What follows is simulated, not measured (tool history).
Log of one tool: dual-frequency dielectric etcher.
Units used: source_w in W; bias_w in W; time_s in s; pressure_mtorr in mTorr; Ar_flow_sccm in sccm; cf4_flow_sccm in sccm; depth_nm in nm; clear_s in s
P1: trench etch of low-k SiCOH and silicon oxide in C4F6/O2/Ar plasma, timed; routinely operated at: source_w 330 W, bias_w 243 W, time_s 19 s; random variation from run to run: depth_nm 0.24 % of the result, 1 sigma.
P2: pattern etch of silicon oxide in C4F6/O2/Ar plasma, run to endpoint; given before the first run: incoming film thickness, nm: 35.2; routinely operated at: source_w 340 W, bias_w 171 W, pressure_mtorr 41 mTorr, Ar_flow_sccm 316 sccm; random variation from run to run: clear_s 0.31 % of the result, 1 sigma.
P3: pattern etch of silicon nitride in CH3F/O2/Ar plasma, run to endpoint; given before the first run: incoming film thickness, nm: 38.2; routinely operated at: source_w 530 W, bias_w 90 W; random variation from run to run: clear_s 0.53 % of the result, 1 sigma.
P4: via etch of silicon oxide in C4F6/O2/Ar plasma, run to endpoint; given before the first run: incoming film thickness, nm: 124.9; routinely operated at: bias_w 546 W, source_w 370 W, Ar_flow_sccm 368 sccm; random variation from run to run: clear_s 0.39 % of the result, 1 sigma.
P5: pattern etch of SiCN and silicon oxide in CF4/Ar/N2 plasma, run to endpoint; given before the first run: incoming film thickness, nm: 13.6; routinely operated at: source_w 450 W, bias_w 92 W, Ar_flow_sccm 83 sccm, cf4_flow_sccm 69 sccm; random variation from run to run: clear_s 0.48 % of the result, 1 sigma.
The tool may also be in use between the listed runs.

run	day	process	source_w	bias_w	time_s	pressure_mtorr	Ar_flow_sccm	cf4_flow_sccm	hours since the last wet clean	hours since the last source power generator calibration	hours since the last bias power generator calibration	depth_nm	clear_s
1	0.233	P1	330	243	19				336.1	1867.9	1047.9	57.814	
2	0.354	P1	330	285	23.5				339	1870.8	1050.8	75.466	
3	0.55	P2	340	171		31	316		343.7	1875.5	1055.5		12.26
4	0.688	P5	450	71			83	69	347	1878.8	1058.8		15.546
5	0.833	P3	530	90					350.5	1882.3	1062.3		45.016
6	0.996	P1	330	314	19				354.4	1886.2	1066.2	63.038	
7	1.158	P1	330	243	19				358.3	1890.1	1070.1	57.743	
8	1.358	P4	370	352			368		363.1	1894.9	1074.9		33.035
9	1.6	P2	340	171		41	200		368.9	1900.7	1080.7		12
10	1.808	P3	530	90					373.9	1905.7	1085.7		44.959
11	2.058	P2	340	107		41	316		379.9	1911.7	1091.7		14.557
12	2.221	P3	530	64					383.8	1915.6	1095.6		50.858
13	2.454	P3	360	90					389.4	1921.2	1101.2		51.888
14	2.633	P1	330	243	19				393.7	1925.5	1105.5	57.699	
15	2.867	P1	220	243	19				399.3	1931.1	1111.1	49.422	
16	3.092	P5	450	92			109	69	404.7	1936.5	1116.5		14.61
17	3.217	P1	330	243	24.5				407.7	1939.5	1119.5	74.678	
18	3.425	P4	370	546			368		412.7	1944.5	1124.5		27.969
19	3.596	P1	430	243	19				416.8	1948.6	1128.6	63.568	
20	3.804	P1	330	243	19				421.8	1953.6	1133.6	57.532	
21	4.062	P4	240	546			368		428	1959.8	1139.8		32.615
22	4.308	P1	330	243	19				433.9	1965.7	1145.7	57.593	
23	4.446	P1	330	162	19				437.2	1969	1149	50.467	
24	4.604	P5	450	92			83	69	441	1972.8	1152.8		14.202
25	4.717	P5	450	92			83	52	443.7	1975.5	1155.5		14.775
26	4.854	P5	590	92			83	69	447	1978.8	1158.8		11.142
27	5	P1	330	243	12.5				450.5	1982.3	1162.3	37.713	
28	5.183	P2	420	171		41	316		454.9	1986.7	1166.7		11.652
29	5.425	P1	330	243	19				460.7	1992.5	1172.5	57.396	
30	5.671	P4	370	546			457		466.6	1998.4	1178.4		28.661
31	5.871	P2	340	171		41	316		471.4	2003.2	1183.2		12.597
32	5.996	P1	330	243	19				474.4	2006.2	1186.2	57.512	
33	6.162	P1	330	243	19				478.4	2010.2	1190.2	57.864	
34	6.408	P1	330	243	19				484.3	2016.1	1196.1	58.258	
35	6.571	P1	330	243	19				488.2	2020	1200	58.428	
36	6.825	P1	330	243	19				494.3	2026.1	1206.1	58.254	
# day 6.942: wet clean of the chamber
37	6.95	P1	330	243	19				0.3	2029.1	1209.1	58.669	
38	7.204	P1	330	243	19				6.4	2035.2	1215.2	58.591	
39	7.446	P1	330	243	19				12.2	2041	1221	58.484	
40	7.675	P1	330	243	19				17.7	2046.5	1226.5	58.521	
41	7.867	P1	330	243	19				22.3	2051.1	1231.1	58.637	
42	8.125	P1	330	243	19				28.5	2057.3	1237.3	58.373	
43	8.375	P1	330	243	19				34.5	2063.3	1243.3	58.519	

The log shows P1 creeping away from where it was. Any of the 2 causes listed here, at the size stated for it, fits the log just as well as the others:
A: source power that arrives over what is set, % = 4.09
B: bias power that arrives over what is set, % = 4.58
The drift started at roughly day 5.996.
Ruled out, with reasons:
chamber walls in a state that raises the etch rate, %: work on it at day 6.942, done after the drift set in, did not restore what the process gave before

4 check runs are offered, each on 3 wafers whose results are averaged, their results left as question marks. Which one tells the causes apart?
check 1	8.625	P3	530	66									?
check 2	8.625	P4	370	367			368						?
check 3	8.625	P5	590	92			83	69					?
check 4	8.625	P2	340	171		31.5	217						?

What every check run would give for each of its results, assuming each possible cause in turn:
check	result	if A	if B
check 1	clear_s	49.322	49.354
check 2	clear_s	31.949	31.913
check 3	clear_s	10.775	10.994
check 4	clear_s	11.587	11.603
Separation of the two closest causes in each check, using whichever result separates them best: check 1 0.06 %; check 2 0.11 %; check 3 2.01 %; check 4 0.14 %
Check 3 tells the causes apart: in the others they would give nearly the same result.

With check 3 done, the readings were: clear_s 10.975 s. Identify which of the listed causes applies.

B is the cause: bias power that arrives over what is set, %.
